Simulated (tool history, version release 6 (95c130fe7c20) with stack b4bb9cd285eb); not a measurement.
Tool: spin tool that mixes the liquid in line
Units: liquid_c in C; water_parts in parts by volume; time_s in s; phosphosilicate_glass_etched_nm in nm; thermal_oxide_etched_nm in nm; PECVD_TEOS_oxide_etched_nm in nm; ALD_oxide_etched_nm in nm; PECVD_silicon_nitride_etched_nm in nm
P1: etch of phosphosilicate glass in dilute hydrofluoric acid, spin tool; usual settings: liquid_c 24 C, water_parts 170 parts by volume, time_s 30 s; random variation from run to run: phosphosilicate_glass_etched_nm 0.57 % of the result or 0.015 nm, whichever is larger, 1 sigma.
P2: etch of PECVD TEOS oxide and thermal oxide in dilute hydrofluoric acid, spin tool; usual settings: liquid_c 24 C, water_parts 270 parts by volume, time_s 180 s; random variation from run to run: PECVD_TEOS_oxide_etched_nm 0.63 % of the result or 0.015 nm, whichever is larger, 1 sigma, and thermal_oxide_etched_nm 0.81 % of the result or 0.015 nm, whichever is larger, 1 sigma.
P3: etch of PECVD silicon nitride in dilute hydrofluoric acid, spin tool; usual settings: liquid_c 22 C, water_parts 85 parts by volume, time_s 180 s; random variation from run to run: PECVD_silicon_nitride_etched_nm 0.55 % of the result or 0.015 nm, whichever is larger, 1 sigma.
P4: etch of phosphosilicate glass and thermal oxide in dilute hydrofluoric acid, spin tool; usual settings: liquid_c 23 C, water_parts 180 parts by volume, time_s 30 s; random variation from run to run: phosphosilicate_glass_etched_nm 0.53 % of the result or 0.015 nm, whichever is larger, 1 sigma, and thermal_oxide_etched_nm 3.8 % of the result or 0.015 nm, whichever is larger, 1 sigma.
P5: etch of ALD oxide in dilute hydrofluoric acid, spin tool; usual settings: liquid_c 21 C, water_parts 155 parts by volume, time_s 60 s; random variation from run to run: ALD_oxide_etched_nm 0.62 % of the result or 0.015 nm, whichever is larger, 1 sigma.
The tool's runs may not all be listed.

run	day	process	liquid_c	water_parts	time_s	hours since the thermometer was replaced	hours since the hydrofluoric acid flow meter was replaced	phosphosilicate_glass_etched_nm	thermal_oxide_etched_nm	PECVD_TEOS_oxide_etched_nm	ALD_oxide_etched_nm	PECVD_silicon_nitride_etched_nm
1	0.229	P1	24	170	30	773.8	366.9	25.026				
2	0.492	P1	24	290	30	780.1	373.2	12.939				
3	0.617	P4	23	325	30	783.1	376.2	6.6465	0.35136			
4	0.738	P2	24	80	180	786	379.1		11.046	20.181		
5	0.908	P1	24	170	30	790.1	383.2	24.97				
6	1.112	P1	24	170	30	795	388.1	24.797				
7	1.304	P1	18	170	30	799.6	392.7	19.782				
8	1.579	P5	21	70	60	806.2	399.3				12.62	
9	1.733	P5	21	155	60	809.9	403				5.1916	
10	1.942	P4	23	180	30	814.9	408	13.825	0.66322			
11	2.183	P5	21	155	15	820.7	413.8				1.2551	
12	2.354	P4	23	180	45	824.8	417.9	20.58	0.98212			
13	2.512	P3	22	20	180	828.6	421.7					34.566
14	2.758	P2	24	270	180	834.5	427.6		2.6214	4.7761		
15	2.988	P3	22	85	180	840	433.1					8.5793
16	3.217	P1	24	170	15	845.5	438.6	12.501				
17	3.471	P2	30.5	270	180	851.6	444.7		3.2745	6.0751		
18	3.646	P2	24	270	285	855.8	448.9		4.224	7.6446		
19	3.917	P2	24	270	180	862.3	455.4		2.6364	4.8584		
20	4.104	P1	24	170	30	866.8	459.9	24.946				
21	4.279	P4	17	180	30	871	464.1	10.904	0.50393			
22	4.542	P1	24	170	30	877.3	470.4	24.84				
23	4.788	P1	32	170	30	883.2	476.3	33.423				
24	5.021	P3	22	85	330	888.8	481.9					15.695
25	5.15	P5	25	155	60	891.9	485				6.0228	
26	5.346	P3	30.5	85	180	896.6	489.7					14.808
27	5.554	P1	24	170	50	901.6	494.7	41.354				
28	5.792	P1	17	170	15	907.3	500.4	9.42				
29	6	P3	22	85	180	912.3	505.4					8.5506
30	6.2	P1	24	50	30	917.1	510.2	98.545				
31	6.475	P1	24	170	30	923.7	516.8	25.098				
32	6.721	P1	24	170	30	929.6	522.7	25.644				
33	6.842	P1	24	170	30	932.5	525.6	25.707				
34	6.975	P1	24	170	30	935.7	528.8	25.848				
35	7.254	P1	24	170	30	942.4	535.5	26.268				
36	7.388	P1	24	170	30	945.6	538.7	26.249				

Forecast run 37:
37	7.658	P1	24	170	30	952.1	545.2	?				

{"run 37": {"phosphosilicate_glass_etched_nm": 26.547}}
